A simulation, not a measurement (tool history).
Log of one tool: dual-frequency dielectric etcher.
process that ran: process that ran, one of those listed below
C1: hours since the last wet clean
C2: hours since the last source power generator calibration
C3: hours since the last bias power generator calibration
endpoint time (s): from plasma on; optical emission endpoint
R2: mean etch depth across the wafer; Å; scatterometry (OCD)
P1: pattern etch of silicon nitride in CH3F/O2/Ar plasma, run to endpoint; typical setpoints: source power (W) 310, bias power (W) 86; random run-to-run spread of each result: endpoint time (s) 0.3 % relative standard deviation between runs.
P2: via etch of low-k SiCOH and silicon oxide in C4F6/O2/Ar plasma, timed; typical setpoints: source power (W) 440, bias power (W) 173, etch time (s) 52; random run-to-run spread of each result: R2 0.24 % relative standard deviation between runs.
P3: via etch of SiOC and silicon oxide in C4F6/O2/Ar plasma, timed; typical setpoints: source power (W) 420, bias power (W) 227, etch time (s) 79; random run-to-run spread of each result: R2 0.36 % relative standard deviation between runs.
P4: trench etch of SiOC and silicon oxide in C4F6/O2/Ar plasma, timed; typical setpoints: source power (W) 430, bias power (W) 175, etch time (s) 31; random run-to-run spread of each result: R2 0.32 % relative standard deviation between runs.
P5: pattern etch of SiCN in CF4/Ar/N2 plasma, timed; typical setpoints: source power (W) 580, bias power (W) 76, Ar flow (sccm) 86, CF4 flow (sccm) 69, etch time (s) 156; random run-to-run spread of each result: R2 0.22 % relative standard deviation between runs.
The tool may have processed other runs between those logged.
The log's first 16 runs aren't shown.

run 17 hour=152.5 | process_that_ran=P1 source_power_(W)=430 bias_power_(W)=86 | C1=415.3 C2=2337.3 C3=1360.4 | endpoint_time_(s)=62.509
run 18 hour=161 | process_that_ran=P1 source_power_(W)=240 bias_power_(W)=68 | C1=423.8 C2=2345.8 C3=1368.9 | endpoint_time_(s)=84.009
run 19 hour=173.2 | process_that_ran=P4 source_power_(W)=560 bias_power_(W)=175 etch_time_(s)=31 | C1=436 C2=2358 C3=1381.1 | R2=696.47
run 20 hour=182.8 | process_that_ran=P5 source_power_(W)=580 bias_power_(W)=90 etch_time_(s)=156 Ar_flow_(sccm)=86 CF4_flow_(sccm)=69 | C1=445.6 C2=2367.6 C3=1390.7 | R2=1857.5
run 21 hour=188.6 | process_that_ran=P1 source_power_(W)=310 bias_power_(W)=69 | C1=451.4 C2=2373.4 C3=1396.5 | endpoint_time_(s)=75.932
run 22 hour=196.4 | process_that_ran=P1 source_power_(W)=310 bias_power_(W)=86 | C1=459.2 C2=2381.2 C3=1404.3 | endpoint_time_(s)=70.427
run 23 hour=206.5 | process_that_ran=P1 source_power_(W)=310 bias_power_(W)=115 | C1=469.3 C2=2391.3 C3=1414.4 | endpoint_time_(s)=63.247
run 24 hour=214.2 | process_that_ran=P2 source_power_(W)=520 bias_power_(W)=173 etch_time_(s)=52 | C1=477 C2=2399 C3=1422.1 | R2=1379.2
run 25 hour=225.9 | process_that_ran=P5 source_power_(W)=580 bias_power_(W)=76 etch_time_(s)=156 Ar_flow_(sccm)=86 CF4_flow_(sccm)=87 | C1=488.7 C2=2410.7 C3=1433.8 | R2=1805.3
run 26 hour=233 | process_that_ran=P2 source_power_(W)=440 bias_power_(W)=173 etch_time_(s)=28.5 | C1=495.8 C2=2417.8 C3=1440.9 | R2=705.01
run 27 hour=239.9 | process_that_ran=P1 source_power_(W)=400 bias_power_(W)=63 | C1=502.7 C2=2424.7 C3=1447.8 | endpoint_time_(s)=71.358
run 28 hour=246.2 | process_that_ran=P4 source_power_(W)=430 bias_power_(W)=175 etch_time_(s)=46.5 | C1=509 C2=2431 C3=1454.1 | R2=943.88
run 29 hour=253 | process_that_ran=P4 source_power_(W)=430 bias_power_(W)=215 etch_time_(s)=31 | C1=515.8 C2=2437.8 C3=1460.9 | R2=671.88
run 30 hour=260.2 | process_that_ran=P2 source_power_(W)=440 bias_power_(W)=103 etch_time_(s)=52 | C1=523 C2=2445 C3=1468.1 | R2=1107.6
run 31 hour=268.6 | process_that_ran=P1 source_power_(W)=310 bias_power_(W)=86 | C1=531.4 C2=2453.4 C3=1476.5 | endpoint_time_(s)=70.223
run 32 hour=276 | process_that_ran=P1 source_power_(W)=310 bias_power_(W)=86 | C1=538.8 C2=2460.8 C3=1483.9 | endpoint_time_(s)=70.078
run 33 hour=285.2 | process_that_ran=P1 source_power_(W)=310 bias_power_(W)=86 | C1=548 C2=2470 C3=1493.1 | endpoint_time_(s)=70.162
run 34 hour=294.4 | process_that_ran=P1 source_power_(W)=310 bias_power_(W)=86 | C1=557.2 C2=2479.2 C3=1502.3 | endpoint_time_(s)=69.941
run 35 hour=302.7 | process_that_ran=P1 source_power_(W)=310 bias_power_(W)=86 | C1=565.5 C2=2487.5 C3=1510.6 | endpoint_time_(s)=69.619
run 36 hour=314.4 | process_that_ran=P1 source_power_(W)=310 bias_power_(W)=86 | C1=577.2 C2=2499.2 C3=1522.3 | endpoint_time_(s)=69.654
run 37 hour=322.7 | process_that_ran=P1 source_power_(W)=310 bias_power_(W)=86 | C1=585.5 C2=2507.5 C3=1530.6 | endpoint_time_(s)=70.095

Estimate the outcome of run 38 from the log above:
run 38 hour=332.4 | process_that_ran=P1 source_power_(W)=310 bias_power_(W)=86 | C1=595.2 C2=2517.2 C3=1540.3 | endpoint_time_(s)=?

endpoint time (s): 69.589
